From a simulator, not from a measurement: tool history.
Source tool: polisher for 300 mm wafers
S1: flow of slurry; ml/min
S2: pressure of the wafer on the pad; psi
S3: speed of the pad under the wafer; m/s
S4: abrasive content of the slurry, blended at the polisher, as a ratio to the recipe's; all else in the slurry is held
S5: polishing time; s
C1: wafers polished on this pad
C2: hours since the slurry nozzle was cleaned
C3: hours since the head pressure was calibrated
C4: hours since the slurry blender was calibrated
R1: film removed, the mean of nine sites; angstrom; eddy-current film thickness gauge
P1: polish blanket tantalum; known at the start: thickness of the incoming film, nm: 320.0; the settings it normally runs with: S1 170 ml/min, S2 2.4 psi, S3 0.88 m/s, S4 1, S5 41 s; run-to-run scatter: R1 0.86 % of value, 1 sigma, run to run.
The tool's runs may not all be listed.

run   hour   S1   S2    S3   S4  S5    C1     C2     C3     C4      R1
  1    9.7  170  2.4  0.88    1  41   338  142.1  791.4  175.1  738.66
  2   19.5  170  2.4  0.88    1  41   463  151.9  801.2  184.9  745.47
  3   30.9  170  2.4  1.32    1  41   607  163.3  812.6  196.3  1091.7
  4   40.3  170  1.5  0.88    1  41   726  172.7    822  205.7  464.05
  5   50.3  255  2.4  0.88    1  41   853  182.7    832  215.7  771.54
  6   60.7  170  2.4  0.88    1  41   985  193.1  842.4  226.1  737.16
  7   69.3  170  2.4  0.88    1  58  1094  201.7    851  234.7  1027.1
  8   81.1  170  2.4  0.58    1  41  1243  213.5  862.8  246.5  482.23
  9   91.2  170  3.4  0.88    1  59  1371  223.6  872.9  256.6  1506.1
 10  103.7  170  2.4  0.88    1  41  1530  236.1  885.4  269.1  733.77
     117.7  -- slurry blender recalibrated
 11  119.5  170  2.4  0.88  1.5  41  1730  251.9  901.2    1.8  811.11
 12    134  170  2.4  0.88    1  41  1913  266.4  915.7   16.3  742.94
 13  148.7  170  3.3  0.88    1  41  2100  281.1  930.4     31  1002.4
 14  157.7  170  2.4  0.88    1  41  2214  290.1  939.4     40  732.76

Run 15 has not been measured yet. What should we expect?
 15  168.2  215  2.4  0.88   1  20  2347  300.6  949.9  50.5   ?

Run 15 measured R1 371.52 angstrom.

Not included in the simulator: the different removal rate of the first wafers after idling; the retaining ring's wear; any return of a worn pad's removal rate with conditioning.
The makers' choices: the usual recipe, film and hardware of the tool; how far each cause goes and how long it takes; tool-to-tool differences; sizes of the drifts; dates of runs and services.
